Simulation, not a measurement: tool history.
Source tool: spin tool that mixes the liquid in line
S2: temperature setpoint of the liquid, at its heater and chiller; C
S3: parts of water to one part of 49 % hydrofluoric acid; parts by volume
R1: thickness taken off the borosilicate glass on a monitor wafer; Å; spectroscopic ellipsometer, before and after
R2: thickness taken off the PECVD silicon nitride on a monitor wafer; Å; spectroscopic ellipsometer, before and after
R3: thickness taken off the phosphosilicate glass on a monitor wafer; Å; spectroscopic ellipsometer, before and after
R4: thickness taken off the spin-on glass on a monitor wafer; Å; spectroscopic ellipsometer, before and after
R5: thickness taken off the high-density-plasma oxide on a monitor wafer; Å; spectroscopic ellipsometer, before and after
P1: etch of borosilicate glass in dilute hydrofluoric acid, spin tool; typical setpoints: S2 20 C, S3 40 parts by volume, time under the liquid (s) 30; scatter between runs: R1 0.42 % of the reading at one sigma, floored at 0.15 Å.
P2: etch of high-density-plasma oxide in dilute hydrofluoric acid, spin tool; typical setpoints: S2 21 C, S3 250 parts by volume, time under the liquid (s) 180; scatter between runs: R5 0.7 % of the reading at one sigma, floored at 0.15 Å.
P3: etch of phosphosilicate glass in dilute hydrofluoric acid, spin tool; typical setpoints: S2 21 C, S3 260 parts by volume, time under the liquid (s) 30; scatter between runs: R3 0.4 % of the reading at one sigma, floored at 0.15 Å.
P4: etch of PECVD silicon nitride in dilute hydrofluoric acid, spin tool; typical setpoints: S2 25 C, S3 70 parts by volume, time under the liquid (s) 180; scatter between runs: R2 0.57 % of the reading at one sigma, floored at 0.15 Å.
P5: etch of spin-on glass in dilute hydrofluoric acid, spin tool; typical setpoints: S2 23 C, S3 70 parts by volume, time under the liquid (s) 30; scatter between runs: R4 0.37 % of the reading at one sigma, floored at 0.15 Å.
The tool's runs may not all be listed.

run 1 hour=10.7 | process_that_ran=P1 S2=20 S3=40 time_under_the_liquid_(s)=30 | R1=202.79
run 2 hour=20.2 | process_that_ran=P4 S2=25 S3=70 time_under_the_liquid_(s)=180 | R2=157.12
run 3 hour=31.6 | process_that_ran=P3 S2=21 S3=260 time_under_the_liquid_(s)=30 | R3=127.06
run 4 hour=43.2 | process_that_ran=P5 S2=23 S3=20 time_under_the_liquid_(s)=30 | R4=717.2
run 5 hour=61.3 | process_that_ran=P5 S2=23 S3=70 time_under_the_liquid_(s)=30 | R4=191.2
run 6 hour=73.3 | process_that_ran=P3 S2=21 S3=260 time_under_the_liquid_(s)=15 | R3=63.553
run 7 hour=92 | process_that_ran=P1 S2=27.5 S3=40 time_under_the_liquid_(s)=30 | R1=277.15
run 8 hour=106.5 | process_that_ran=P5 S2=31 S3=70 time_under_the_liquid_(s)=30 | R4=264.99
run 9 hour=125 | process_that_ran=P1 S2=20 S3=20 time_under_the_liquid_(s)=15 | R1=206.53
run 10 hour=137.3 | process_that_ran=P1 S2=17 S3=40 time_under_the_liquid_(s)=60 | R1=355.54
run 11 hour=153.9 | process_that_ran=P4 S2=25 S3=70 time_under_the_liquid_(s)=50 | R2=43.997
run 12 hour=172.8 | process_that_ran=P1 S2=20 S3=40 time_under_the_liquid_(s)=15 | R1=100.16
run 13 hour=186.5 | process_that_ran=P3 S2=21 S3=75 time_under_the_liquid_(s)=30 | R3=531.8
run 14 hour=203.3 | process_that_ran=P4 S2=25 S3=70 time_under_the_liquid_(s)=180 | R2=155.21
run 15 hour=219 | process_that_ran=P1 S2=17 S3=40 time_under_the_liquid_(s)=30 | R1=176.36
run 16 hour=230.9 | process_that_ran=P1 S2=17 S3=65 time_under_the_liquid_(s)=30 | R1=105.72
run 17 hour=240.3 | process_that_ran=P2 S2=26 S3=250 time_under_the_liquid_(s)=180 | R5=39.658
run 18 hour=255.1 | process_that_ran=P1 S2=20 S3=40 time_under_the_liquid_(s)=50 | R1=336.11
run 19 hour=272.5 | process_that_ran=P1 S2=20 S3=40 time_under_the_liquid_(s)=30 | R1=202.03
run 20 hour=281.6 | process_that_ran=P1 S2=20 S3=40 time_under_the_liquid_(s)=30 | R1=201.05
run 21 hour=291.2 | process_that_ran=P3 S2=17 S3=260 time_under_the_liquid_(s)=30 | R3=109.29
run 22 hour=301.7 | process_that_ran=P4 S2=21 S3=70 time_under_the_liquid_(s)=180 | R2=118.45

The next listed run, before its measurement:
run 23 hour=316.9 | process_that_ran=P4 S2=25 S3=125 time_under_the_liquid_(s)=180 | R2=?

R2: 87.786 Å

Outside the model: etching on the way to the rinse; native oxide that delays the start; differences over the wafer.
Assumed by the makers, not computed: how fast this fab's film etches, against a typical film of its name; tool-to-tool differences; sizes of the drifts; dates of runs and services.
